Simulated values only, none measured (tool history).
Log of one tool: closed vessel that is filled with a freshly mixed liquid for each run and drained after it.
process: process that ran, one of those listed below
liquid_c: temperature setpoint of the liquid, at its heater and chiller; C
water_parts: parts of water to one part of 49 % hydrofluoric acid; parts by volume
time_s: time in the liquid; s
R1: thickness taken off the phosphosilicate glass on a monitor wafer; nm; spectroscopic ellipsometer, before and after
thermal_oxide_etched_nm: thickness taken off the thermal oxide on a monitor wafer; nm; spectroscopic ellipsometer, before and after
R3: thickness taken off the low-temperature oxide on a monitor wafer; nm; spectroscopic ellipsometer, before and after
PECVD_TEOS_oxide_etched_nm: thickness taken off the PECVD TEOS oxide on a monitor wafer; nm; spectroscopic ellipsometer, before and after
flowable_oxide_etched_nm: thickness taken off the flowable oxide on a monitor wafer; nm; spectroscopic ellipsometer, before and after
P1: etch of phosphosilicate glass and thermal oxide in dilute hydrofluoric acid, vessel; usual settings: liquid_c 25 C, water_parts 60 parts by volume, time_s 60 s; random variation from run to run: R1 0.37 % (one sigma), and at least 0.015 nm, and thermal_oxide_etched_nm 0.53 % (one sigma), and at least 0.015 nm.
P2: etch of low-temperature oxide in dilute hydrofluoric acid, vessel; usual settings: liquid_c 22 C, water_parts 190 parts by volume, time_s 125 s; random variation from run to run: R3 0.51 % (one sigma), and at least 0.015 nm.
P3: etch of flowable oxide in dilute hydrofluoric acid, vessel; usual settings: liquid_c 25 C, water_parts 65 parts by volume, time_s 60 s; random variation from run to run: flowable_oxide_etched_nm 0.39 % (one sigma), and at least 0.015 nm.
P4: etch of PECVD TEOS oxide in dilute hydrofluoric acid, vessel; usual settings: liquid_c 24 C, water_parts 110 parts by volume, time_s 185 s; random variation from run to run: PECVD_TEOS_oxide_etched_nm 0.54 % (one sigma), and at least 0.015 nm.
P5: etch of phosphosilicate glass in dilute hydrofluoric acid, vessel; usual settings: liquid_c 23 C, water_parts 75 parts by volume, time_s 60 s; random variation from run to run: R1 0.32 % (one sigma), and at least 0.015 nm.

Run 1, day 0.321: process P1, liquid_c 25 C, water_parts 60 parts by volume, time_s 60 s. Result: R1 206.72 nm, thermal_oxide_etched_nm 5.43 nm.
Run 2, day 0.792: process P5, liquid_c 23 C, water_parts 75 parts by volume, time_s 105 s. Result: R1 104.31 nm.
Run 3, day 1.283: process P1, liquid_c 25 C, water_parts 60 parts by volume, time_s 60 s. Result: R1 207.14 nm, thermal_oxide_etched_nm 5.4216 nm.
Run 4, day 1.567: process P1, liquid_c 25 C, water_parts 60 parts by volume, time_s 115 s. Result: R1 396.14 nm, thermal_oxide_etched_nm 10.406 nm.
Run 5, day 2.079: process P1, liquid_c 25 C, water_parts 60 parts by volume, time_s 60 s. Result: R1 208.17 nm, thermal_oxide_etched_nm 5.4231 nm.
Run 6, day 2.412: process P5, liquid_c 23 C, water_parts 75 parts by volume, time_s 60 s. Result: R1 59.662 nm.
Run 7, day 2.808: process P2, liquid_c 22 C, water_parts 190 parts by volume, time_s 40 s. Result: R3 1.8784 nm.
Run 8, day 3.054: process P2, liquid_c 22 C, water_parts 350 parts by volume, time_s 125 s. Result: R3 2.7308 nm.
Run 9, day 3.479: process P1, liquid_c 25 C, water_parts 35 parts by volume, time_s 60 s. Result: R1 370.84 nm, thermal_oxide_etched_nm 9.6537 nm.
Run 10, day 3.925: process P1, liquid_c 25 C, water_parts 60 parts by volume, time_s 60 s. Result: R1 208.01 nm, thermal_oxide_etched_nm 5.4247 nm.
Run 11, day 4.275: process P1, liquid_c 25 C, water_parts 95 parts by volume, time_s 60 s. Result: R1 125.8 nm, thermal_oxide_etched_nm 3.3257 nm.
Run 12, day 4.521: process P2, liquid_c 22 C, water_parts 190 parts by volume, time_s 125 s. Result: R3 5.8433 nm.
Run 13, day 4.808: process P4, liquid_c 17 C, water_parts 110 parts by volume, time_s 185 s. Result: PECVD_TEOS_oxide_etched_nm 13.937 nm.
Run 14, day 5.146: process P3, liquid_c 25 C, water_parts 65 parts by volume, time_s 35 s. Result: flowable_oxide_etched_nm 15.063 nm.
Run 15, day 5.588: process P3, liquid_c 25 C, water_parts 65 parts by volume, time_s 60 s. Result: flowable_oxide_etched_nm 25.853 nm.
Run 16, day 6.046: process P1, liquid_c 25 C, water_parts 60 parts by volume, time_s 30 s. Result: R1 103.82 nm, thermal_oxide_etched_nm 2.7361 nm.
Run 17, day 6.462: process P2, liquid_c 25.5 C, water_parts 190 parts by volume, time_s 125 s. Result: R3 6.6587 nm.
Run 18, day 6.942: process P5, liquid_c 17 C, water_parts 75 parts by volume, time_s 60 s. Result: R1 46.058 nm.
Run 19, day 7.242: process P3, liquid_c 25 C, water_parts 65 parts by volume, time_s 60 s. Result: flowable_oxide_etched_nm 25.785 nm.
Run 20, day 7.5: process P4, liquid_c 24 C, water_parts 110 parts by volume, time_s 270 s. Result: PECVD_TEOS_oxide_etched_nm 27.037 nm.
Run 21, day 7.779: process P1, liquid_c 25 C, water_parts 60 parts by volume, time_s 60 s. Result: R1 209.32 nm, thermal_oxide_etched_nm 5.4251 nm.
Run 22, day 8.062: process P2, liquid_c 22 C, water_parts 190 parts by volume, time_s 125 s. Result: R3 5.8571 nm.
Run 23, day 8.321: process P1, liquid_c 17.5 C, water_parts 60 parts by volume, time_s 60 s. Result: R1 153.39 nm, thermal_oxide_etched_nm 4.0248 nm.
Run 24, day 8.654: process P4, liquid_c 24 C, water_parts 160 parts by volume, time_s 185 s. Result: PECVD_TEOS_oxide_etched_nm 12.085 nm.
Run 25, day 9.033: process P1, liquid_c 25 C, water_parts 35 parts by volume, time_s 30 s. Result: R1 185.42 nm, thermal_oxide_etched_nm 4.8323 nm.
Run 26, day 9.458: process P1, liquid_c 30.5 C, water_parts 60 parts by volume, time_s 60 s. Result: R1 259.59 nm, thermal_oxide_etched_nm 6.7532 nm.
Run 27, day 9.971: process P3, liquid_c 25 C, water_parts 105 parts by volume, time_s 60 s. Result: flowable_oxide_etched_nm 15.163 nm.
Run 28, day 10.196: process P3, liquid_c 30.5 C, water_parts 65 parts by volume, time_s 60 s. Result: flowable_oxide_etched_nm 31.905 nm.
Run 29, day 10.429: process P5, liquid_c 23 C, water_parts 105 parts by volume, time_s 60 s. Result: R1 40.88 nm.
Run 30, day 10.667: process P4, liquid_c 24 C, water_parts 110 parts by volume, time_s 185 s. Result: PECVD_TEOS_oxide_etched_nm 18.537 nm.
Run 31, day 11.092: process P1, liquid_c 25 C, water_parts 60 parts by volume, time_s 60 s. Result: R1 208.12 nm, thermal_oxide_etched_nm 5.387 nm.
Run 32, day 11.483: process P1, liquid_c 25 C, water_parts 60 parts by volume, time_s 60 s. Result: R1 210.35 nm, thermal_oxide_etched_nm 5.4159 nm.
Run 33, day 11.771: process P1, liquid_c 25 C, water_parts 60 parts by volume, time_s 60 s. Result: R1 202.9 nm, thermal_oxide_etched_nm 5.354 nm.
Run 34, day 12.15: process P1, liquid_c 25 C, water_parts 60 parts by volume, time_s 60 s. Result: R1 199.26 nm, thermal_oxide_etched_nm 5.2002 nm.
Run 35, day 12.479: process P1, liquid_c 25 C, water_parts 60 parts by volume, time_s 60 s. Result: R1 196.42 nm, thermal_oxide_etched_nm 5.1386 nm.
Run 36, day 12.938: process P1, liquid_c 25 C, water_parts 60 parts by volume, time_s 60 s. Result: R1 193.63 nm, thermal_oxide_etched_nm 5.0913 nm.
Run 37, day 13.188: process P1, liquid_c 25 C, water_parts 60 parts by volume, time_s 60 s. Result: R1 193.17 nm, thermal_oxide_etched_nm 5.0035 nm.
Run 38, day 13.604: process P1, liquid_c 25 C, water_parts 60 parts by volume, time_s 60 s. Result: R1 192.42 nm, thermal_oxide_etched_nm 4.9711 nm.
Run 39, day 14.025: process P1, liquid_c 25 C, water_parts 60 parts by volume, time_s 60 s. Result: R1 190.29 nm, thermal_oxide_etched_nm 4.9952 nm.
Run 40, day 14.329: process P1, liquid_c 25 C, water_parts 60 parts by volume, time_s 60 s. Result: R1 190.89 nm, thermal_oxide_etched_nm 4.9663 nm.
Run 41, day 14.75: process P1, liquid_c 25 C, water_parts 60 parts by volume, time_s 60 s. Result: R1 190.38 nm, thermal_oxide_etched_nm 4.9629 nm.
Run 42, day 15.2: process P1, liquid_c 25 C, water_parts 60 parts by volume, time_s 60 s. Result: R1 189.1 nm, thermal_oxide_etched_nm 4.8986 nm.
Run 43, day 15.629: process P1, liquid_c 25 C, water_parts 60 parts by volume, time_s 60 s. Result: R1 188.99 nm, thermal_oxide_etched_nm 4.9166 nm.

What P1 gives has crept away from where it was. These 2 causes fit the log equally well, each at the size given:
A: hydrofluoric acid flow below the setpoint (%) = 8.52
B: liquid colder than its thermometer reads (K) = 2.37
The creep began at about day 11.483.

4 check runs are offered, each on 3 wafers whose results are averaged, their results left as question marks. Which one tells the causes apart?
Run check 1, day 16.058: process P4, liquid_c 20.5 C, water_parts 110 parts by volume, time_s 185 s. Result: PECVD_TEOS_oxide_etched_nm ?.
Run check 2, day 16.058: process P5, liquid_c 19 C, water_parts 75 parts by volume, time_s 60 s. Result: R1 ?.
Run check 3, day 16.058: process P2, liquid_c 22 C, water_parts 340 parts by volume, time_s 125 s. Result: R3 ?.
Run check 4, day 16.058: process P3, liquid_c 25 C, water_parts 90 parts by volume, time_s 60 s. Result: flowable_oxide_etched_nm ?.

What each check would give under each cause:
  check                      result    if A    if B
check 1  PECVD_TEOS_oxide_etched_nm  14.656    14.7
check 2                          R1  45.608  45.434
check 3                          R3  2.5078   2.593
check 4    flowable_oxide_etched_nm  16.348  16.429
How far apart the two closest causes lie, in the result that separates them most: check 1 0.3 %; check 2 0.38 %; check 3 3.34 %; check 4 0.49 %
Check 3 tells the causes apart: in the others they would give nearly the same result.

Check 3 was then run and gave: R3 2.5969 nm. Which cause is it?

It is B: liquid colder than its thermometer reads (K).
